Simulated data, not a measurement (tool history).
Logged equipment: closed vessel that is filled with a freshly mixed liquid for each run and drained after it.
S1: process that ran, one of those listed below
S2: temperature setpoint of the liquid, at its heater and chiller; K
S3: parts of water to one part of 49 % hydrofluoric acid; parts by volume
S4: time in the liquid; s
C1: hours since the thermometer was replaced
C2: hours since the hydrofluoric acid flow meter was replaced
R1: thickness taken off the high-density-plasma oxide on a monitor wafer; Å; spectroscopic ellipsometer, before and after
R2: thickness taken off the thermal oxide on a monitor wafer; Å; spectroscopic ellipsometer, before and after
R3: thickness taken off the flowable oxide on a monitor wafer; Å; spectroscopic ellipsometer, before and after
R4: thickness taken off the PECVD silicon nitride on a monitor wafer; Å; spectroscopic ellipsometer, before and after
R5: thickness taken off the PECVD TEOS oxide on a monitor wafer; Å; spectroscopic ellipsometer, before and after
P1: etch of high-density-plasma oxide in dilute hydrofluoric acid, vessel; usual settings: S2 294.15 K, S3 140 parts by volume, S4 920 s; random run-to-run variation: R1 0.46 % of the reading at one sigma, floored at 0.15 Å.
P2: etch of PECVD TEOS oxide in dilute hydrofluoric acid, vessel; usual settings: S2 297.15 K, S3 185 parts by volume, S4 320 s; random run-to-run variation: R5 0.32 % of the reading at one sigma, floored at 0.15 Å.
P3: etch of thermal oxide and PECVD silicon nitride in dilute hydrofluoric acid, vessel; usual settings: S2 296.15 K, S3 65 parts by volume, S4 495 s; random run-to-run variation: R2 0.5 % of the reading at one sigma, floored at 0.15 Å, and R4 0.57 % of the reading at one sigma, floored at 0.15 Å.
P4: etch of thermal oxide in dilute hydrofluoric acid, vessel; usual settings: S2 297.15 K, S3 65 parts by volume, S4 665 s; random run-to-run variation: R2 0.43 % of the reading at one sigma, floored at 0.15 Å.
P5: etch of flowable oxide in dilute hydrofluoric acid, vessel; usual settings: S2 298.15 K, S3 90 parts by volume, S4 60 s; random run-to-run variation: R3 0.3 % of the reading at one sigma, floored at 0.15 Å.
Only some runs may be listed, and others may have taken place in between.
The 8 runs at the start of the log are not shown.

{"run": 9, "hour": 35.3, "S1": "P1", "S2": 294.15, "S3": 140, "S4": 920, "C1": 589.5, "C2": 169.2, "R1": 282.74}
{"run": 10, "hour": 39.4, "S1": "P5", "S2": 298.15, "S3": 25, "S4": 60, "C1": 593.6, "C2": 173.3, "R3": 1086.1}
{"run": 11, "hour": 44.6, "S1": "P1", "S2": 294.15, "S3": 65, "S4": 920, "C1": 598.8, "C2": 178.5, "R1": 654.77}
{"run": 12, "hour": 49.6, "S1": "P3", "S2": 296.15, "S3": 105, "S4": 495, "C1": 603.8, "C2": 183.5, "R2": 219.12, "R4": 76.7}
{"run": 13, "hour": 52.7, "S1": "P2", "S2": 297.15, "S3": 115, "S4": 320, "C1": 606.9, "C2": 186.6, "R5": 389.99}
{"run": 14, "hour": 55.9, "S1": "P4", "S2": 297.15, "S3": 45, "S4": 665, "C1": 610.1, "C2": 189.8, "R2": 729.61}
{"run": 15, "hour": 58.5, "S1": "P2", "S2": 297.15, "S3": 185, "S4": 180, "C1": 612.7, "C2": 192.4, "R5": 125.38}
{"run": 16, "hour": 63.0, "S1": "P2", "S2": 297.15, "S3": 185, "S4": 320, "C1": 617.2, "C2": 196.9, "R5": 224.55}
{"run": 17, "hour": 65.7, "S1": "P3", "S2": 296.15, "S3": 65, "S4": 495, "C1": 619.9, "C2": 199.6, "R2": 372.39, "R4": 124.78}
{"run": 18, "hour": 69.1, "S1": "P1", "S2": 294.15, "S3": 140, "S4": 470, "C1": 623.3, "C2": 203.0, "R1": 143.2}
{"run": 19, "hour": 72.7, "S1": "P1", "S2": 300.15, "S3": 140, "S4": 920, "C1": 626.9, "C2": 206.6, "R1": 356.22}
{"run": 20, "hour": 76.1, "S1": "P5", "S2": 298.15, "S3": 90, "S4": 85, "C1": 630.3, "C2": 210.0, "R3": 391.22}
{"run": 21, "hour": 80.0, "S1": "P2", "S2": 297.15, "S3": 185, "S4": 320, "C1": 634.2, "C2": 213.9, "R5": 223.67}
{"hour": 82.2, "done": "thermometer replaced"}
{"run": 22, "hour": 85.2, "S1": "P5", "S2": 292.15, "S3": 90, "S4": 60, "C1": 3.0, "C2": 219.1, "R3": 217.58}
{"run": 23, "hour": 88.3, "S1": "P3", "S2": 300.15, "S3": 65, "S4": 495, "C1": 6.1, "C2": 222.2, "R2": 438.11, "R4": 162.08}
{"run": 24, "hour": 91.2, "S1": "P3", "S2": 296.15, "S3": 65, "S4": 740, "C1": 9.0, "C2": 225.1, "R2": 557.89, "R4": 183.31}
{"run": 25, "hour": 96.0, "S1": "P1", "S2": 294.15, "S3": 215, "S4": 920, "C1": 13.8, "C2": 229.9, "R1": 168.57}
{"run": 26, "hour": 100.4, "S1": "P1", "S2": 294.15, "S3": 140, "S4": 920, "C1": 18.2, "C2": 234.3, "R1": 280.9}
{"run": 27, "hour": 103.9, "S1": "P1", "S2": 294.15, "S3": 140, "S4": 920, "C1": 21.7, "C2": 237.8, "R1": 281.67}
{"run": 28, "hour": 107.5, "S1": "P1", "S2": 294.15, "S3": 140, "S4": 920, "C1": 25.3, "C2": 241.4, "R1": 281.1}
{"run": 29, "hour": 112.8, "S1": "P1", "S2": 294.15, "S3": 140, "S4": 920, "C1": 30.6, "C2": 246.7, "R1": 280.7}

Expected results for the next run?
{"run": 30, "hour": 115.3, "S1": "P4", "S2": 290.65, "S3": 65, "S4": 665, "C1": 33.1, "C2": 249.2, "R2": "?"}

{"run 30": {"R2": 377.77}}
